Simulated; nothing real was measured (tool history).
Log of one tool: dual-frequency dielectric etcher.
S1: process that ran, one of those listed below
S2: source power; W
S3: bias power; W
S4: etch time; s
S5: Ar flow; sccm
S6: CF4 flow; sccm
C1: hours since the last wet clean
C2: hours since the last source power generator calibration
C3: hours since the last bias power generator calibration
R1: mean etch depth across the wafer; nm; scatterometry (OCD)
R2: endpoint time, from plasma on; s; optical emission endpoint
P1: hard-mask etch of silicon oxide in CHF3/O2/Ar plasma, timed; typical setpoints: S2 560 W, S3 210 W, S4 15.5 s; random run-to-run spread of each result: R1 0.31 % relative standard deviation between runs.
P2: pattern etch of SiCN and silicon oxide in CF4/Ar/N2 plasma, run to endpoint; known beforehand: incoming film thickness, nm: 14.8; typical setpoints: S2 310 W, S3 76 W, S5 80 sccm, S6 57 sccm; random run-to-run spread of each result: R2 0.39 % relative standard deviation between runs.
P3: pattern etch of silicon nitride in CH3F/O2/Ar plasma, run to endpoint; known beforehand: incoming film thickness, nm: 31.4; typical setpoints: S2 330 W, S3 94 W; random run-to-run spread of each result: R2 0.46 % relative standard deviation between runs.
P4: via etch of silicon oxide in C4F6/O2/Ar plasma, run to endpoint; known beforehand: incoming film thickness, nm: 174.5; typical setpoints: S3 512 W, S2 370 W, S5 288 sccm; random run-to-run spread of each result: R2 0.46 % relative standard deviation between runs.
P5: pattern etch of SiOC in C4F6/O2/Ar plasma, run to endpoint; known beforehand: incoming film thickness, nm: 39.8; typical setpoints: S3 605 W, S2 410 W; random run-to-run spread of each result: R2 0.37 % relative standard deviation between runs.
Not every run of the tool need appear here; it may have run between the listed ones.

Run 1, hour 5.0: S1 P1, S2 560 W, S3 210 W, S4 15.5 s; C1 280.0; C2 2086.2; C3 870.5. Result: R1 31.858 nm.
Run 2, hour 10.9: S1 P1, S2 560 W, S3 176 W, S4 10.5 s; C1 285.9; C2 2092.1; C3 876.4. Result: R1 20.328 nm.
Run 3, hour 15.2: S1 P5, S2 410 W, S3 740 W; C1 290.2; C2 2096.4; C3 880.7. Result: R2 11.390 s.
Run 4, hour 19.8: S1 P1, S2 350 W, S3 210 W, S4 15.5 s; C1 294.8; C2 2101.0; C3 885.3. Result: R1 26.634 nm.
Run 5, hour 23.4: S1 P2, S2 310 W, S3 76 W, S5 62 sccm, S6 57 sccm; C1 298.4; C2 2104.6; C3 888.9. Result: R2 22.343 s.
Run 6, hour 27.2: S1 P1, S2 560 W, S3 210 W, S4 15.5 s; C1 302.2; C2 2108.4; C3 892.7. Result: R1 31.957 nm.
Run 7, hour 33.5: S1 P1, S2 560 W, S3 210 W, S4 15.5 s; C1 308.5; C2 2114.7; C3 899.0. Result: R1 31.729 nm.
Run 8, hour 37.1: S1 P3, S2 330 W, S3 94 W; C1 312.1; C2 2118.3; C3 902.6. Result: R2 46.379 s.
Run 9, hour 44.3: S1 P1, S2 560 W, S3 210 W, S4 15.5 s; C1 319.3; C2 2125.5; C3 909.8. Result: R1 31.867 nm.
Run 10, hour 49.2: S1 P1, S2 560 W, S3 284 W, S4 19.0 s; C1 324.2; C2 2130.4; C3 914.7. Result: R1 43.755 nm.
Run 11, hour 53.6: S1 P1, S2 560 W, S3 210 W, S4 15.5 s; C1 328.6; C2 2134.8; C3 919.1. Result: R1 31.882 nm.
Run 12, hour 58.3: S1 P2, S2 420 W, S3 76 W, S5 80 sccm, S6 57 sccm; C1 333.3; C2 2139.5; C3 923.8. Result: R2 17.729 s.
Run 13, hour 64.7: S1 P2, S2 310 W, S3 76 W, S5 80 sccm, S6 79 sccm; C1 339.7; C2 2145.9; C3 930.2. Result: R2 22.047 s.
Run 14, hour 71.4: S1 P2, S2 310 W, S3 76 W, S5 80 sccm, S6 57 sccm; C1 346.4; C2 2152.6; C3 936.9. Result: R2 23.243 s.
Run 15, hour 76.3: S1 P5, S2 410 W, S3 605 W; C1 351.3; C2 2157.5; C3 941.8. Result: R2 12.318 s.
Run 16, hour 81.7: S1 P1, S2 560 W, S3 252 W, S4 15.5 s; C1 356.7; C2 2162.9; C3 947.2. Result: R1 34.038 nm.
Run 17, hour 89.1: S1 P5, S2 530 W, S3 605 W; C1 364.1; C2 2170.3; C3 954.6. Result: R2 11.246 s.
Run 18, hour 95.2: S1 P4, S2 520 W, S3 512 W, S5 288 sccm; C1 370.2; C2 2176.4; C3 960.7. Result: R2 34.544 s.
Run 19, hour 99.5: S1 P4, S2 370 W, S3 650 W, S5 288 sccm; C1 374.5; C2 2180.7; C3 965.0. Result: R2 35.609 s.
Run 20, hour 105.5: S1 P2, S2 310 W, S3 50 W, S5 80 sccm, S6 57 sccm; C1 380.5; C2 2186.7; C3 971.0. Result: R2 26.660 s.
Run 21, hour 112.2: S1 P4, S2 370 W, S3 512 W, S5 288 sccm; C1 387.2; C2 2193.4; C3 977.7. Result: R2 39.260 s.
Run 22, hour 118.6: S1 P5, S2 410 W, S3 605 W; C1 393.6; C2 2199.8; C3 984.1. Result: R2 12.354 s.
Run 23, hour 122.2: S1 P4, S2 370 W, S3 512 W, S5 367 sccm; C1 397.2; C2 2203.4; C3 987.7. Result: R2 40.645 s.
Run 24, hour 126.3: S1 P1, S2 560 W, S3 210 W, S4 8.5 s; C1 401.3; C2 2207.5; C3 991.8. Result: R1 17.479 nm.
Run 25, hour 133.4: S1 P1, S2 560 W, S3 210 W, S4 15.5 s; C1 408.4; C2 2214.6; C3 998.9. Result: R1 31.840 nm.
Run 26, hour 139.2: S1 P1, S2 560 W, S3 210 W, S4 22.5 s; C1 414.2; C2 2220.4; C3 1004.7. Result: R1 46.206 nm.
Run 27, hour 144.9: S1 P3, S2 450 W, S3 94 W; C1 419.9; C2 2226.1; C3 1010.4. Result: R2 40.848 s.
Run 28, hour 151.2: S1 P1, S2 700 W, S3 210 W, S4 15.5 s; C1 426.2; C2 2232.4; C3 1016.7. Result: R1 34.771 nm.
Run 29, hour 155.3: S1 P1, S2 560 W, S3 210 W, S4 15.5 s; C1 430.3; C2 2236.5; C3 1020.8. Result: R1 32.103 nm.
Run 30, hour 159.3: S1 P3, S2 330 W, S3 64 W; C1 434.3; C2 2240.5; C3 1024.8. Result: R2 52.689 s.
Run 31, hour 166.7: S1 P1, S2 560 W, S3 130 W, S4 15.5 s; C1 441.7; C2 2247.9; C3 1032.2. Result: R1 27.020 nm.
Run 32, hour 173.2: S1 P1, S2 560 W, S3 210 W, S4 15.5 s; C1 448.2; C2 2254.4; C3 1038.7. Result: R1 31.696 nm.
Run 33, hour 178.1: S1 P1, S2 560 W, S3 210 W, S4 15.5 s; C1 453.1; C2 2259.3; C3 1043.6. Result: R1 32.062 nm.
Run 34, hour 184.2: S1 P1, S2 560 W, S3 210 W, S4 15.5 s; C1 459.2; C2 2265.4; C3 1049.7. Result: R1 32.328 nm.
Run 35, hour 190.6: S1 P1, S2 560 W, S3 210 W, S4 15.5 s; C1 465.6; C2 2271.8; C3 1056.1. Result: R1 32.407 nm.
Run 36, hour 194.1: S1 P1, S2 560 W, S3 210 W, S4 15.5 s; C1 469.1; C2 2275.3; C3 1059.6. Result: R1 32.394 nm.
At hour 196.2: wet clean of the chamber.
Run 37, hour 200.7: S1 P1, S2 560 W, S3 210 W, S4 15.5 s; C1 4.5; C2 2281.9; C3 1066.2. Result: R1 32.339 nm.
Run 38, hour 207.7: S1 P1, S2 560 W, S3 210 W, S4 15.5 s; C1 11.5; C2 2288.9; C3 1073.2. Result: R1 32.400 nm.
Run 39, hour 213.8: S1 P1, S2 560 W, S3 210 W, S4 15.5 s; C1 17.6; C2 2295.0; C3 1079.3. Result: R1 32.365 nm.
Run 40, hour 217.8: S1 P1, S2 560 W, S3 210 W, S4 15.5 s; C1 21.6; C2 2299.0; C3 1083.3. Result: R1 32.425 nm.

What P1 gives has crept off from where it sat before. The 2 causes that follow fit the log equally well, each at the size noted:
A: bias power that arrives over what is set, % = 4.6
B: source power that arrives over what is set, % = 4.24
Onset of the creep was near hour 173.2.
Each remaining cause and why it is not a fit:
chamber walls in a state that raises the etch rate, %: maintenance at hour 196.2, after the shift began, did not return the process to its former output

Of the 4 check runs below, each run on 2 wafers with the results averaged and each result still a question mark, which one would tell the listed causes apart?
Run check 1, hour 221.8: S1 P4, S2 370 W, S3 512 W, S5 288 sccm. Result: R2 ?.
Run check 2, hour 221.8: S1 P3, S2 330 W, S3 94 W. Result: R2 ?.
Run check 3, hour 221.8: S1 P5, S2 410 W, S3 605 W. Result: R2 ?.
Run check 4, hour 221.8: S1 P2, S2 310 W, S3 76 W, S5 80 sccm, S6 57 sccm. Result: R2 ?.

How each check would come out, cause by cause:
  check  result    if A    if B
check 1      R2  38.719  38.785
check 2      R2  45.380  45.431
check 3      R2  12.111  12.136
check 4      R2  22.824  22.356
Smallest distance between any two causes, each pair judged by its most separating result, in per cent: check 1 0.17 %; check 2 0.11 %; check 3 0.21 %; check 4 2.07 %
Check 4 distinguishes between the causes, while the remaining checks would return nearly the same result for all of them.

Check 4 was then run and gave: R2 22.921 s. Which cause is it?

It was cause A: bias power that arrives over what is set, %.
